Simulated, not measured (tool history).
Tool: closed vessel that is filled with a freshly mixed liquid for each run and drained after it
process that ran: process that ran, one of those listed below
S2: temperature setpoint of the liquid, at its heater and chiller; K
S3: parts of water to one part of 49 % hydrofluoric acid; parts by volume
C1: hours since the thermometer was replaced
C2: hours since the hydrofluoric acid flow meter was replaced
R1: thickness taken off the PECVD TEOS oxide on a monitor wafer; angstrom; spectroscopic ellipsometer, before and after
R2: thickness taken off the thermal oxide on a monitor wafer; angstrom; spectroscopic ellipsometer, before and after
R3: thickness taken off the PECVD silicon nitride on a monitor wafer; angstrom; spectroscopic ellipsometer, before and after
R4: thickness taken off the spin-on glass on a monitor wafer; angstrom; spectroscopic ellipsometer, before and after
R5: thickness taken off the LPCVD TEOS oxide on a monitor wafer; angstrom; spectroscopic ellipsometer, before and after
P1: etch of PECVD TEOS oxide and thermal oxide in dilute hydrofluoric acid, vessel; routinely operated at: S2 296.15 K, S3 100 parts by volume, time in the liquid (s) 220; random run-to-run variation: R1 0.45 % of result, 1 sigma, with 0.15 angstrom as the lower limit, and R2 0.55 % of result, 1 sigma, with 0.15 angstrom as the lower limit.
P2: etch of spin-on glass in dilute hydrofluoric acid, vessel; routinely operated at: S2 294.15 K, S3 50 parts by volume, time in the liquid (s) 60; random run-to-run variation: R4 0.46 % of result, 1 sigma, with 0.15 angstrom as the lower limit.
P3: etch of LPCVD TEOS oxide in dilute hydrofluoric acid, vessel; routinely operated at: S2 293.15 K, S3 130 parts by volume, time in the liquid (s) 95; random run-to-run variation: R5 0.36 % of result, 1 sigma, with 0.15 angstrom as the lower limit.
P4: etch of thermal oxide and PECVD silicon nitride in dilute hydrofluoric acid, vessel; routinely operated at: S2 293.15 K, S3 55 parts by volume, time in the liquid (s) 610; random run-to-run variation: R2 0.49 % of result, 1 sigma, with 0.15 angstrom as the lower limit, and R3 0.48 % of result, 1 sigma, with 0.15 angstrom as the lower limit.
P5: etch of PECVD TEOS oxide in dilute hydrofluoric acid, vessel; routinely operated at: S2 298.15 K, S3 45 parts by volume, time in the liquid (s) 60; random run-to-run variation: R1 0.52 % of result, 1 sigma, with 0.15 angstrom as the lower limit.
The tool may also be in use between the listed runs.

Run 1, hour 8.8: process that ran P1, S2 296.15 K, S3 100 parts by volume, time in the liquid (s) 220; C1 366.8; C2 513.8. Result: R1 253.450 angstrom, R2 105.700 angstrom.
Run 2, hour 20.7: process that ran P1, S2 296.15 K, S3 100 parts by volume, time in the liquid (s) 220; C1 378.7; C2 525.7. Result: R1 253.570 angstrom, R2 107.460 angstrom.
Run 3, hour 35.2: process that ran P5, S2 298.15 K, S3 45 parts by volume, time in the liquid (s) 60; C1 393.2; C2 540.2. Result: R1 282.780 angstrom.
Run 4, hour 42.3: process that ran P4, S2 290.15 K, S3 55 parts by volume, time in the liquid (s) 610; C1 400.3; C2 547.3. Result: R2 424.530 angstrom, R3 381.06 angstrom.
Run 5, hour 50.9: process that ran P4, S2 293.15 K, S3 55 parts by volume, time in the liquid (s) 610; C1 408.9; C2 555.9. Result: R2 481.170 angstrom, R3 474.14 angstrom.
Run 6, hour 64.2: process that ran P1, S2 296.15 K, S3 100 parts by volume, time in the liquid (s) 40; C1 422.2; C2 569.2. Result: R1 45.908 angstrom, R2 19.552 angstrom.
Run 7, hour 70.5: process that ran P1, S2 296.15 K, S3 100 parts by volume, time in the liquid (s) 220; C1 428.5; C2 575.5. Result: R1 253.270 angstrom, R2 106.210 angstrom.
Run 8, hour 78.7: process that ran P2, S2 290.15 K, S3 50 parts by volume, time in the liquid (s) 60; C1 436.7; C2 583.7. Result: R4 271.54 angstrom.
Run 9, hour 91.1: process that ran P3, S2 293.15 K, S3 130 parts by volume, time in the liquid (s) 175; C1 449.1; C2 596.1. Result: R5 612.00 angstrom.
Run 10, hour 97.6: process that ran P1, S2 290.15 K, S3 100 parts by volume, time in the liquid (s) 220; C1 455.6; C2 602.6. Result: R1 199.130 angstrom, R2 83.148 angstrom.
Run 11, hour 104.8: process that ran P2, S2 294.15 K, S3 50 parts by volume, time in the liquid (s) 30; C1 462.8; C2 609.8. Result: R4 160.49 angstrom.
Run 12, hour 114.2: process that ran P1, S2 296.15 K, S3 65 parts by volume, time in the liquid (s) 220; C1 472.2; C2 619.2. Result: R1 409.400 angstrom, R2 173.320 angstrom.
At hour 117.8: hydrofluoric acid flow meter replaced.
Run 13, hour 126.3: process that ran P1, S2 296.15 K, S3 150 parts by volume, time in the liquid (s) 220; C1 484.3; C2 8.5. Result: R1 159.260 angstrom, R2 66.969 angstrom.
Run 14, hour 138.1: process that ran P3, S2 293.15 K, S3 130 parts by volume, time in the liquid (s) 95; C1 496.1; C2 20.3. Result: R5 332.01 angstrom.
Run 15, hour 149.6: process that ran P5, S2 298.15 K, S3 20 parts by volume, time in the liquid (s) 60; C1 507.6; C2 31.8. Result: R1 658.380 angstrom.
Run 16, hour 160.1: process that ran P2, S2 294.15 K, S3 50 parts by volume, time in the liquid (s) 60; C1 518.1; C2 42.3. Result: R4 321.21 angstrom.
Run 17, hour 172.1: process that ran P2, S2 294.15 K, S3 90 parts by volume, time in the liquid (s) 60; C1 530.1; C2 54.3. Result: R4 169.27 angstrom.
Run 18, hour 180.8: process that ran P5, S2 303.65 K, S3 45 parts by volume, time in the liquid (s) 60; C1 538.8; C2 63.0. Result: R1 354.190 angstrom.
Run 19, hour 188.9: process that ran P1, S2 296.15 K, S3 100 parts by volume, time in the liquid (s) 220; C1 546.9; C2 71.1. Result: R1 253.630 angstrom, R2 106.900 angstrom.
Run 20, hour 197.3: process that ran P1, S2 296.15 K, S3 100 parts by volume, time in the liquid (s) 360; C1 555.3; C2 79.5. Result: R1 414.910 angstrom, R2 175.620 angstrom.
Run 21, hour 205.1: process that ran P2, S2 294.15 K, S3 50 parts by volume, time in the liquid (s) 60; C1 563.1; C2 87.3. Result: R4 317.68 angstrom.
Run 22, hour 217.5: process that ran P1, S2 296.15 K, S3 100 parts by volume, time in the liquid (s) 220; C1 575.5; C2 99.7. Result: R1 251.940 angstrom, R2 106.920 angstrom.
Run 23, hour 226.1: process that ran P4, S2 293.15 K, S3 55 parts by volume, time in the liquid (s) 610; C1 584.1; C2 108.3. Result: R2 483.500 angstrom, R3 475.50 angstrom.
Run 24, hour 239.3: process that ran P1, S2 296.15 K, S3 100 parts by volume, time in the liquid (s) 220; C1 597.3; C2 121.5. Result: R1 252.520 angstrom, R2 105.870 angstrom.
Run 25, hour 248.1: process that ran P4, S2 293.15 K, S3 55 parts by volume, time in the liquid (s) 1220; C1 606.1; C2 130.3. Result: R2 955.900 angstrom, R3 951.41 angstrom.
Run 26, hour 261.4: process that ran P1, S2 290.15 K, S3 30 parts by volume, time in the liquid (s) 220; C1 619.4; C2 143.6. Result: R1 711.860 angstrom, R2 302.100 angstrom.
Run 27, hour 275.9: process that ran P3, S2 293.15 K, S3 65 parts by volume, time in the liquid (s) 95; C1 633.9; C2 158.1. Result: R5 713.50 angstrom.
Run 28, hour 287.6: process that ran P5, S2 298.15 K, S3 45 parts by volume, time in the liquid (s) 30; C1 645.6; C2 169.8. Result: R1 141.350 angstrom.
Run 29, hour 301.9: process that ran P3, S2 300.15 K, S3 130 parts by volume, time in the liquid (s) 95; C1 659.9; C2 184.1. Result: R5 435.27 angstrom.
Run 30, hour 314.9: process that ran P4, S2 293.15 K, S3 80 parts by volume, time in the liquid (s) 610; C1 672.9; C2 197.1. Result: R2 321.060 angstrom, R3 326.28 angstrom.
Run 31, hour 321.3: process that ran P1, S2 296.15 K, S3 100 parts by volume, time in the liquid (s) 220; C1 679.3; C2 203.5. Result: R1 255.020 angstrom, R2 106.880 angstrom.
Run 32, hour 334.2: process that ran P1, S2 303.65 K, S3 100 parts by volume, time in the liquid (s) 220; C1 692.2; C2 216.4. Result: R1 337.820 angstrom, R2 141.280 angstrom.
Run 33, hour 345.3: process that ran P1, S2 296.15 K, S3 100 parts by volume, time in the liquid (s) 220; C1 703.3; C2 227.5. Result: R1 251.450 angstrom, R2 105.850 angstrom.
Run 34, hour 351.8: process that ran P1, S2 296.15 K, S3 100 parts by volume, time in the liquid (s) 220; C1 709.8; C2 234.0. Result: R1 243.890 angstrom, R2 102.770 angstrom.
Run 35, hour 361.5: process that ran P1, S2 296.15 K, S3 100 parts by volume, time in the liquid (s) 220; C1 719.5; C2 243.7. Result: R1 235.640 angstrom, R2 99.524 angstrom.
Run 36, hour 374.6: process that ran P1, S2 296.15 K, S3 100 parts by volume, time in the liquid (s) 220; C1 732.6; C2 256.8. Result: R1 231.310 angstrom, R2 97.753 angstrom.
Run 37, hour 381.7: process that ran P1, S2 296.15 K, S3 100 parts by volume, time in the liquid (s) 220; C1 739.7; C2 263.9. Result: R1 229.970 angstrom, R2 97.595 angstrom.
Run 38, hour 390.2: process that ran P1, S2 296.15 K, S3 100 parts by volume, time in the liquid (s) 220; C1 748.2; C2 272.4. Result: R1 229.990 angstrom, R2 96.882 angstrom.
Run 39, hour 397.2: process that ran P1, S2 296.15 K, S3 100 parts by volume, time in the liquid (s) 220; C1 755.2; C2 279.4. Result: R1 230.450 angstrom, R2 97.323 angstrom.

The log shows P1 creeping away from where it was. Any of the 2 causes listed here, at the size stated for it, fits the log just as well as the others:
A: liquid colder than its thermometer reads (K) = 2.35
B: hydrofluoric acid flow below the setpoint (%) = 8.07
The gradual shift began around hour 345.3.

The check runs listed below each take one wafer, and their results are still question marks. Under which run would the listed causes lead to clearly different results?
Run check 1, hour 404.2: process that ran P2, S2 290.15 K, S3 80 parts by volume, time in the liquid (s) 60. Result: R4 ?.
Run check 2, hour 404.2: process that ran P4, S2 293.15 K, S3 55 parts by volume, time in the liquid (s) 1195. Result: R2 ?, R3 ?.
Run check 3, hour 404.2: process that ran P5, S2 298.15 K, S3 30 parts by volume, time in the liquid (s) 30. Result: R1 ?.
Run check 4, hour 404.2: process that ran P3, S2 299.65 K, S3 130 parts by volume, time in the liquid (s) 95. Result: R5 ?.

If the cause were each of the candidates in turn, the checks would give the following:
  check  result     if A     if B
check 1      R4   147.26   148.70
check 2      R2  857.100  866.130
check 2      R3   785.65   853.13
check 3      R1  195.970  198.100
check 4      R5   391.14   387.92
Distance between the nearest two causes, measured in the result of the check that separates them most: check 1 0.97 %; check 2 8.24 %; check 3 1.08 %; check 4 0.83 %
Check 2 distinguishes between the causes, while the remaining checks would return nearly the same result for all of them.

Here is what check 2 returned: R2 854.490 angstrom; R3 786.28 angstrom. Which cause is it?

The correct cause is A, namely: liquid colder than its thermometer reads (K).
